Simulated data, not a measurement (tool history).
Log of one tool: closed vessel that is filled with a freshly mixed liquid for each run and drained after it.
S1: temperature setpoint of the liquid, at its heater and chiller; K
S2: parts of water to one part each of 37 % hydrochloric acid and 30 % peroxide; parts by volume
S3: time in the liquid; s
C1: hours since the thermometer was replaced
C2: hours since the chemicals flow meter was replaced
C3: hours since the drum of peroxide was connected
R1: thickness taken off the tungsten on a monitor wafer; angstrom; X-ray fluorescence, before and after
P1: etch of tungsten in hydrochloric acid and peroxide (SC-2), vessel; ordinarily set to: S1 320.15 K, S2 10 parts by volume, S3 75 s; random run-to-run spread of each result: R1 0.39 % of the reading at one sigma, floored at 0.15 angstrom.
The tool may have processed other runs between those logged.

Run 1, hour 14.9: S1 320.15 K, S2 10 parts by volume, S3 75 s; C1 1508; C2 810.4; C3 192. Result: R1 111.31 angstrom.
Run 2, hour 21.8: S1 320.15 K, S2 10 parts by volume, S3 75 s; C1 1514.9; C2 817.3; C3 198.9. Result: R1 111.87 angstrom.
Run 3, hour 32.6: S1 320.15 K, S2 18 parts by volume, S3 75 s; C1 1525.7; C2 828.1; C3 209.7. Result: R1 66.758 angstrom.
Run 4, hour 46.9: S1 328.65 K, S2 4 parts by volume, S3 75 s; C1 1540; C2 842.4; C3 224. Result: R1 392.28 angstrom.
Run 5, hour 57.4: S1 320.15 K, S2 10 parts by volume, S3 75 s; C1 1550.5; C2 852.9; C3 234.5. Result: R1 111.66 angstrom.
Run 6, hour 67: S1 320.15 K, S2 10 parts by volume, S3 75 s; C1 1560.1; C2 862.5; C3 244.1. Result: R1 110.19 angstrom.
Run 7, hour 75.9: S1 327.15 K, S2 10 parts by volume, S3 75 s; C1 1569; C2 871.4; C3 253. Result: R1 178.23 angstrom.
Run 8, hour 86.9: S1 320.15 K, S2 10 parts by volume, S3 30 s; C1 1580; C2 882.4; C3 264. Result: R1 44.629 angstrom.
Run 9, hour 95.2: S1 308.15 K, S2 10 parts by volume, S3 75 s; C1 1588.3; C2 890.7; C3 272.3. Result: R1 47.655 angstrom.
Run 10, hour 104.4: S1 320.15 K, S2 4 parts by volume, S3 75 s; C1 1597.5; C2 899.9; C3 281.5. Result: R1 223.65 angstrom.
Run 11, hour 116.1: S1 320.15 K, S2 10 parts by volume, S3 140 s; C1 1609.2; C2 911.6; C3 293.2. Result: R1 208.94 angstrom.
Run 12, hour 125.8: S1 320.15 K, S2 10 parts by volume, S3 75 s; C1 1618.9; C2 921.3; C3 302.9. Result: R1 111.68 angstrom.
Run 13, hour 140.1: S1 320.15 K, S2 10 parts by volume, S3 75 s; C1 1633.2; C2 935.6; C3 317.2. Result: R1 114.55 angstrom.
Run 14, hour 152.2: S1 320.15 K, S2 10 parts by volume, S3 75 s; C1 1645.3; C2 947.7; C3 329.3. Result: R1 116.34 angstrom.
Run 15, hour 159.5: S1 320.15 K, S2 10 parts by volume, S3 75 s; C1 1652.6; C2 955; C3 336.6. Result: R1 117.34 angstrom.
Run 16, hour 166.7: S1 320.15 K, S2 10 parts by volume, S3 75 s; C1 1659.8; C2 962.2; C3 343.8. Result: R1 117.86 angstrom.
Run 17, hour 173.5: S1 320.15 K, S2 10 parts by volume, S3 75 s; C1 1666.6; C2 969; C3 350.6. Result: R1 118.52 angstrom.
Run 18, hour 186.3: S1 320.15 K, S2 10 parts by volume, S3 75 s; C1 1679.4; C2 981.8; C3 363.4. Result: R1 118.76 angstrom.
Run 19, hour 195.7: S1 320.15 K, S2 10 parts by volume, S3 75 s; C1 1688.8; C2 991.2; C3 372.8. Result: R1 118.74 angstrom.
Run 20, hour 209.9: S1 320.15 K, S2 10 parts by volume, S3 75 s; C1 1703; C2 1005.4; C3 387. Result: R1 119.44 angstrom.
Run 21, hour 218.4: S1 320.15 K, S2 10 parts by volume, S3 75 s; C1 1711.5; C2 1013.9; C3 395.5. Result: R1 119.99 angstrom.
Run 22, hour 230.2: S1 320.15 K, S2 10 parts by volume, S3 75 s; C1 1723.3; C2 1025.7; C3 407.3. Result: R1 120.17 angstrom.
Run 23, hour 245.1: S1 320.15 K, S2 10 parts by volume, S3 75 s; C1 1738.2; C2 1040.6; C3 422.2. Result: R1 119.3 angstrom.

Compared with where it was, what P1 gives has crept away. Each cause listed below fits the log as well as the rest, at the size given for it:
A: chemicals flow above the setpoint (%) = 8.86
B: liquid hotter than its thermometer reads (K) = 1.04
At approximately hour 125.8, the process output began to creep.
Why every other cause is out:
peroxide weaker than its label (%): at most 8, giving a -7.4 % change in R1: too small, or against the direction of the creep

Each of the check runs listed below is run on 3 wafers and reports their average, with the results left as question marks. Pick the one under which the possible causes would lead to clearly different results.
Run check 1, hour 260: S1 308.15 K, S2 4 parts by volume, S3 75 s. Result: R1 ?.
Run check 2, hour 260: S1 320.15 K, S2 16.5 parts by volume, S3 130 s. Result: R1 ?.
Run check 3, hour 260: S1 312.15 K, S2 10 parts by volume, S3 75 s. Result: R1 ?.
Run check 4, hour 260: S1 308.15 K, S2 10 parts by volume, S3 75 s. Result: R1 ?.

What every check run would give for each of its results, assuming each possible cause in turn:
  check  result    if A    if B
check 1      R1  101.08  103.14
check 2      R1  135.15  134.49
check 3      R1  68.493  68.755
check 4      R1  51.274   51.57
Smallest distance between any two causes, each pair judged by its most separating result, in per cent: check 1 2.01 %; check 2 0.49 %; check 3 0.38 %; check 4 0.58 %
Check 1 distinguishes between the causes, while the remaining checks would return nearly the same result for all of them.

The results of check 1 are: R1 101.24 angstrom. Based on these, which of the listed causes is it?

It was cause A: chemicals flow above the setpoint (%).
